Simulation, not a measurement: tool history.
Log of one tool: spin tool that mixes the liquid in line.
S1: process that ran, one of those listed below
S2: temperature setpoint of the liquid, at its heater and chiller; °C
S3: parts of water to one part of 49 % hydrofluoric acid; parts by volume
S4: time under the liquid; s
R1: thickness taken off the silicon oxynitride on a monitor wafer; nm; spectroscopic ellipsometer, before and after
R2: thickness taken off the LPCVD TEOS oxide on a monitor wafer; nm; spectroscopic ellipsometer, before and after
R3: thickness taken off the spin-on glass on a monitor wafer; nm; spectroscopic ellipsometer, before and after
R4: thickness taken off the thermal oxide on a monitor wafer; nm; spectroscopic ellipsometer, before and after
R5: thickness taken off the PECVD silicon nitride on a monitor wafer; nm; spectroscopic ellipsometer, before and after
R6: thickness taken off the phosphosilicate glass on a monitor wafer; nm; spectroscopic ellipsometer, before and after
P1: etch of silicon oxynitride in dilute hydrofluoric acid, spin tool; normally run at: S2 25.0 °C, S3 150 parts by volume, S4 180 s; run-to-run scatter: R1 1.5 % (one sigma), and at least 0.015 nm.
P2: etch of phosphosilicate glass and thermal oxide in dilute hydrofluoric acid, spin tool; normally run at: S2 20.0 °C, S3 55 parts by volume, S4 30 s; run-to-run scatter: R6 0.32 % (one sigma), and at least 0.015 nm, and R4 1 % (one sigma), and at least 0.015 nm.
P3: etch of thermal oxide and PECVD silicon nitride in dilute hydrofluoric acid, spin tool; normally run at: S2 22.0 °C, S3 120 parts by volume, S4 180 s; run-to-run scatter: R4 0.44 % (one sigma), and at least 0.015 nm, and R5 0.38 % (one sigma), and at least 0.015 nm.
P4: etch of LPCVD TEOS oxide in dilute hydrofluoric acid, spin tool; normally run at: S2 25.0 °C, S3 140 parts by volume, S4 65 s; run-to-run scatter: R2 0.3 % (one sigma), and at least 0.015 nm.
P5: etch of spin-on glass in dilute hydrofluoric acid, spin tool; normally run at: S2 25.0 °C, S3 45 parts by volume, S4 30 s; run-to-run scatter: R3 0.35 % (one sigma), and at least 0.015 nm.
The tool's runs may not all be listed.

run,hour,S1,S2,S3,S4,R1,R2,R3,R4,R5,R6
1,8.6,P1,25.0,150,180,1.71690,,,,,
2,18.8,P4,32.5,140,65,,33.921,,,,
3,30.2,P5,19.0,45,30,,,27.520,,,
4,41.0,P4,25.0,140,130,,51.626,,,,
5,52.4,P1,25.0,150,15,0.15287,,,,,
6,61.3,P3,22.0,40,180,,,,22.2350,16.65900,
7,73.9,P1,25.0,235,180,1.02790,,,,,
8,84.8,P1,19.5,150,180,1.38000,,,,,
9,91.4,P1,25.0,150,180,1.75820,,,,,
# hour 97.6: hydrofluoric acid flow meter replaced
10,103.9,P3,22.0,120,30,,,,1.1292,0.94219,
11,116.2,P1,20.5,150,335,2.69880,,,,,
12,124.0,P5,25.0,45,60,,,71.295,,,
13,135.5,P5,25.0,45,30,,,35.685,,,
14,147.6,P2,20.0,20,30,,,,6.6327,,186.930
15,158.5,P2,20.0,55,30,,,,2.4003,,65.609
16,165.8,P1,19.0,150,20,0.14226,,,,,
17,172.3,P4,25.0,25,65,,168.110,,,,
18,185.1,P2,20.0,55,30,,,,2.3394,,65.346
19,194.5,P3,22.0,120,180,,,,6.6937,5.67030,
20,206.5,P5,25.0,20,30,,,82.447,,,
21,218.0,P1,29.5,150,180,2.15050,,,,,

Forecast run 22:
22,225.1,P4,25.0,140,65,,?,,,,

R2: 25.772 nm
